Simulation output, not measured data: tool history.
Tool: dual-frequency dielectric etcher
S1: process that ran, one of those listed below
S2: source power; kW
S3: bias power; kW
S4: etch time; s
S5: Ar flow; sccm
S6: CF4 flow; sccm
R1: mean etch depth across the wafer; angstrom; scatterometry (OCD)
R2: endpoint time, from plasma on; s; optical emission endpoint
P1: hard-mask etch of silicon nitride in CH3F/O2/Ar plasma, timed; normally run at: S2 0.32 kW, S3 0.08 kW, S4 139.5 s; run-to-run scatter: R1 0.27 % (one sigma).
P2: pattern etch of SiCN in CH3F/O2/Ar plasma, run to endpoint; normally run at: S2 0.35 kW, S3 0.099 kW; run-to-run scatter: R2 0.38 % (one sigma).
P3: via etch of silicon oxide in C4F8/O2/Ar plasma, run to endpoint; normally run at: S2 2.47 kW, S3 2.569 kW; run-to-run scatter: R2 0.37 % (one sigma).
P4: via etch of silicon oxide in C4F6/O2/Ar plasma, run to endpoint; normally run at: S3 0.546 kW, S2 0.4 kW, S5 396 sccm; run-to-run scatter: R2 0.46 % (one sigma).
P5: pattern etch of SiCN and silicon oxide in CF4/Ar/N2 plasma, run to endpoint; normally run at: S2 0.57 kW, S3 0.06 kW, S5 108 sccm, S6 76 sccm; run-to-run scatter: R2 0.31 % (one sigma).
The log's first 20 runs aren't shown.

Run 21, hour 77.6: S1 P1, S2 0.32 kW, S3 0.08 kW, S4 139.5 s. Result: R1 954.07 angstrom.
Run 22, hour 82.7: S1 P1, S2 0.32 kW, S3 0.08 kW, S4 94 s. Result: R1 645.45 angstrom.
Run 23, hour 85.6: S1 P1, S2 0.32 kW, S3 0.08 kW, S4 139.5 s. Result: R1 955.6 angstrom.
Run 24, hour 90.2: S1 P3, S2 2.47 kW, S3 2.569 kW. Result: R2 197.87 s.
Run 25, hour 94.9: S1 P1, S2 0.32 kW, S3 0.08 kW, S4 139.5 s. Result: R1 957.42 angstrom.
Run 26, hour 98.4: S1 P1, S2 0.32 kW, S3 0.08 kW, S4 139.5 s. Result: R1 951.51 angstrom.
Run 27, hour 102.2: S1 P5, S2 0.57 kW, S3 0.06 kW, S5 108 sccm, S6 76 sccm. Result: R2 12.982 s.
Run 28, hour 106.3: S1 P1, S2 0.32 kW, S3 0.08 kW, S4 139.5 s. Result: R1 950.03 angstrom.
Run 29, hour 108.8: S1 P4, S2 0.4 kW, S3 0.546 kW, S5 396 sccm. Result: R2 39.872 s.
Run 30, hour 112.4: S1 P1, S2 0.41 kW, S3 0.08 kW, S4 182 s. Result: R1 1368.8 angstrom.
Run 31, hour 116.8: S1 P5, S2 0.57 kW, S3 0.06 kW, S5 69 sccm, S6 76 sccm. Result: R2 12.121 s.
Run 32, hour 119.9: S1 P5, S2 0.57 kW, S3 0.06 kW, S5 108 sccm, S6 76 sccm. Result: R2 12.893 s.
Run 33, hour 123.4: S1 P5, S2 0.57 kW, S3 0.06 kW, S5 108 sccm, S6 99 sccm. Result: R2 12.393 s.
Run 34, hour 128.4: S1 P1, S2 0.32 kW, S3 0.08 kW, S4 139.5 s. Result: R1 952.52 angstrom.
Run 35, hour 133.6: S1 P1, S2 0.32 kW, S3 0.08 kW, S4 139.5 s. Result: R1 950.94 angstrom.
Run 36, hour 137.3: S1 P1, S2 0.32 kW, S3 0.08 kW, S4 139.5 s. Result: R1 946.7 angstrom.
Run 37, hour 140.8: S1 P1, S2 0.32 kW, S3 0.08 kW, S4 139.5 s. Result: R1 946.67 angstrom.
Run 38, hour 145.6: S1 P1, S2 0.32 kW, S3 0.08 kW, S4 139.5 s. Result: R1 943.17 angstrom.
At hour 146.4: wet clean of the chamber.
Run 39, hour 150: S1 P1, S2 0.32 kW, S3 0.08 kW, S4 139.5 s. Result: R1 939.44 angstrom.
Run 40, hour 153.6: S1 P1, S2 0.32 kW, S3 0.08 kW, S4 139.5 s. Result: R1 942.45 angstrom.
Run 41, hour 156.5: S1 P1, S2 0.32 kW, S3 0.08 kW, S4 139.5 s. Result: R1 939.16 angstrom.
Run 42, hour 161.1: S1 P1, S2 0.32 kW, S3 0.08 kW, S4 139.5 s. Result: R1 936.52 angstrom.
Run 43, hour 165.4: S1 P1, S2 0.32 kW, S3 0.08 kW, S4 139.5 s. Result: R1 941.52 angstrom.

Run 44 comes next. What will it give?
Run 44, hour 168.7: S1 P1, S2 0.32 kW, S3 0.08 kW, S4 139.5 s. Result: R1 ?.

R1: 941.66 angstrom

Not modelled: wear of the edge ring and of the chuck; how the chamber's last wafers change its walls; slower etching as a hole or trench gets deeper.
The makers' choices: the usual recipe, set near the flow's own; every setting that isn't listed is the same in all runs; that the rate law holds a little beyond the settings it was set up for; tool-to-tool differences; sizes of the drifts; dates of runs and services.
